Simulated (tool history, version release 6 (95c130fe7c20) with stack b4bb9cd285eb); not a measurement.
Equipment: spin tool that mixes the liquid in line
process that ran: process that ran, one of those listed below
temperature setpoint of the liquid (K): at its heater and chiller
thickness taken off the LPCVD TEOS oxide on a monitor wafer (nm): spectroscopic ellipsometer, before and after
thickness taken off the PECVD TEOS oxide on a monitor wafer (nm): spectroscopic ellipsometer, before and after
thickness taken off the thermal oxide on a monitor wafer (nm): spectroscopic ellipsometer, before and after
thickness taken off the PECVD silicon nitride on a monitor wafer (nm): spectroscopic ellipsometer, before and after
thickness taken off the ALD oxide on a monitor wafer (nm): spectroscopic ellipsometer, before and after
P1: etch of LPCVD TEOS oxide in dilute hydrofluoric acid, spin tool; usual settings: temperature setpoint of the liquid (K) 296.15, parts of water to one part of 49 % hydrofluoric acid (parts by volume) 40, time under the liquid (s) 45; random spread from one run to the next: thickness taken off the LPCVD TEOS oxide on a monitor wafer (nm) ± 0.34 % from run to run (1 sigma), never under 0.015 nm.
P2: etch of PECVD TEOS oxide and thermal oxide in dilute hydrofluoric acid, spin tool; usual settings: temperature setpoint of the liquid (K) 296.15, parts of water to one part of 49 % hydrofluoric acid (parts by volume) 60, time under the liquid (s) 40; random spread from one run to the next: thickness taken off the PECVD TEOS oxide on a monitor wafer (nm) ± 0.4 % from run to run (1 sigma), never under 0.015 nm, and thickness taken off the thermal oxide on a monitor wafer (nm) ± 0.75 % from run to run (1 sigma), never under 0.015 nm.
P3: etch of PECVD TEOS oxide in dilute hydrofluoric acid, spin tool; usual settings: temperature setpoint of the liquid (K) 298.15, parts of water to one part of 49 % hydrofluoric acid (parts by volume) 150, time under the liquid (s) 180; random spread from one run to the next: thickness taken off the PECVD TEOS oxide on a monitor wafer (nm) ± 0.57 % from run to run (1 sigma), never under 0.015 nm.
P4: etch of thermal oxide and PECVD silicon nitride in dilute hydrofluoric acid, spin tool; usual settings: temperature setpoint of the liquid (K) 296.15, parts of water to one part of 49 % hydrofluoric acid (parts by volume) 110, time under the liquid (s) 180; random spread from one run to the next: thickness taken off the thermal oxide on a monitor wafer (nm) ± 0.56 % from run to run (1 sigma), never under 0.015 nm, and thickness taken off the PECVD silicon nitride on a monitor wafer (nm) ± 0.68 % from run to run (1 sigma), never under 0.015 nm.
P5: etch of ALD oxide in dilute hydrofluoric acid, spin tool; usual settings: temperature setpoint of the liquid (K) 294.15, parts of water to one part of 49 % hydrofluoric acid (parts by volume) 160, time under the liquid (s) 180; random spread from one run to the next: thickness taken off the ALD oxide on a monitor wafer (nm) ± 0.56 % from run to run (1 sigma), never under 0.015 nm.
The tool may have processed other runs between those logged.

run	day	process that ran	temperature setpoint of the liquid (K)	parts of water to one part of 49 % hydrofluoric acid (parts by volume)	time under the liquid (s)	hours since the thermometer was replaced	hours since the hydrofluoric acid flow meter was replaced	thickness taken off the LPCVD TEOS oxide on a monitor wafer (nm)	thickness taken off the PECVD TEOS oxide on a monitor wafer (nm)	thickness taken off the thermal oxide on a monitor wafer (nm)	thickness taken off the PECVD silicon nitride on a monitor wafer (nm)	thickness taken off the ALD oxide on a monitor wafer (nm)
1	0.379	P1	296.15	40	45	1979.9	1054.7	40.237				
2	0.954	P2	296.15	60	15	1993.7	1068.5		2.2344	1.19980		
3	1.362	P1	296.15	40	45	2003.5	1078.3	40.315				
4	1.838	P3	298.15	150	180	2014.9	1089.7		22.1040			
5	2.479	P4	296.15	110	180	2030.3	1105.1			7.47430	3.11690	
6	2.854	P1	296.15	40	25	2039.3	1114.1	22.358				
7	3.483	P4	301.15	110	180	2054.4	1129.2			9.07390	4.32810	
8	4.071	P2	296.15	60	40	2068.5	1143.3		5.8844	3.34380		
9	4.496	P5	294.15	25	180	2078.7	1153.5					67.8660
10	4.842	P1	296.15	20	45	2087.0	1161.8	82.929				
11	5.454	P4	296.15	195	180	2101.7	1176.5			3.86900	1.77630	
12	6.058	P2	296.15	60	40	2116.2	1191.0		5.9041	3.26370		
13	6.371	P1	296.15	55	45	2123.7	1198.5	28.483				
14	6.738	P3	298.15	150	180	2132.5	1207.3		22.1030			
15	7.179	P1	296.15	40	45	2143.1	1217.9	40.127				
16	7.808	P1	296.15	40	45	2158.2	1233.0	40.386				
17	8.358	P1	290.15	40	45	2171.4	1246.2	31.017				
18	8.679	P4	296.15	110	180	2179.1	1253.9			7.43410	3.17280	
19	9.004	P2	296.15	20	40	2186.9	1261.7		18.5920	10.44500		
20	9.562	P5	294.15	160	180	2200.3	1275.1					9.0722
21	9.975	P1	303.65	40	15	2210.2	1285.0	18.157				
22	10.412	P1	296.15	40	85	2220.7	1295.5	75.380				
23	10.746	P1	304.15	40	45	2228.7	1303.5	55.931				
24	11.292	P1	296.15	40	45	2241.8	1316.6	39.883				
25	11.804	P5	301.15	160	180	2254.1	1328.9					11.8750
26	12.267	P3	292.15	150	180	2265.2	1340.0		17.6800			
27	12.862	P5	294.15	160	305	2279.5	1354.3					15.4630
28	13.404	P1	301.15	40	15	2292.5	1367.3	16.604				
29	14.058	P4	296.15	110	15	2308.2	1383.0			0.62599	0.27835	
30	14.417	P3	298.15	150	15	2316.8	1391.6		1.8094			
31	14.854	P5	294.15	160	180	2327.3	1402.1					9.0525
32	15.167	P2	290.15	60	40	2334.8	1409.6		4.5816	2.58070		
33	15.521	P3	298.15	255	180	2343.3	1418.1		11.6880			
34	15.921	P1	296.15	40	45	2352.9	1427.7	40.230				
35	16.458	P1	296.15	40	45	2365.8	1440.6	40.350				
36	16.917	P1	296.15	40	45	2376.8	1451.6	40.838				
37	17.229	P1	296.15	40	45	2384.3	1459.1	41.525				
38	17.525	P1	296.15	40	45	2391.4	1466.2	41.863				
39	17.983	P1	296.15	40	45	2402.4	1477.2	42.155				
40	18.367	P1	296.15	40	45	2411.6	1486.4	42.090				
41	19.029	P1	296.15	40	45	2427.5	1502.3	42.542				
42	19.433	P1	296.15	40	45	2437.2	1512.0	42.747				
43	19.883	P1	296.15	40	45	2448.0	1522.8	42.953				
44	20.517	P1	296.15	40	45	2463.2	1538.0	42.650				
45	21.100	P1	296.15	40	45	2477.2	1552.0	42.940				

P1 has crept away from where it was. The log is fitted equally well by each of these 2 causes, at the sizes shown:
A: liquid hotter than its thermometer reads (K) = 1.47
B: hydrofluoric acid flow above the setpoint (%) = 5.95
The creep began at about day 16.458.

Below are 4 check runs, each averaged over 5 wafers, with their results shown as question marks. Which of them would give clearly different results depending on which cause is behind the drift?
check 1	21.683	P2	290.15	60	15				?	?		
check 2	21.683	P5	294.15	90	180							?
check 3	21.683	P4	301.15	185	180					?	?	
check 4	21.683	P3	294.15	150	15				?			

How each check would come out, cause by cause:
check	result	if A	if B
check 1	thickness taken off the PECVD TEOS oxide on a monitor wafer (nm)	1.8265	1.8236
check 1	thickness taken off the thermal oxide on a monitor wafer (nm)	1.01710	1.01540
check 2	thickness taken off the ALD oxide on a monitor wafer (nm)	18.5430	18.6140
check 3	thickness taken off the thermal oxide on a monitor wafer (nm)	5.17170	5.26670
check 3	thickness taken off the PECVD silicon nitride on a monitor wafer (nm)	2.80680	2.72040
check 4	thickness taken off the PECVD TEOS oxide on a monitor wafer (nm)	1.6832	1.6989
Per-check spread between the two closest causes, in the result where they differ most: check 1 0.16 %; check 2 0.38 %; check 3 3.13 %; check 4 0.93 %
Only in check 3 would the causes give clearly different results; in the remaining checks their results would be nearly the same.

Here is what check 3 returned: thickness taken off the thermal oxide on a monitor wafer (nm) 5.14020; thickness taken off the PECVD silicon nitride on a monitor wafer (nm) 2.81810. Which cause is it?

The cause is A: liquid hotter than its thermometer reads (K).

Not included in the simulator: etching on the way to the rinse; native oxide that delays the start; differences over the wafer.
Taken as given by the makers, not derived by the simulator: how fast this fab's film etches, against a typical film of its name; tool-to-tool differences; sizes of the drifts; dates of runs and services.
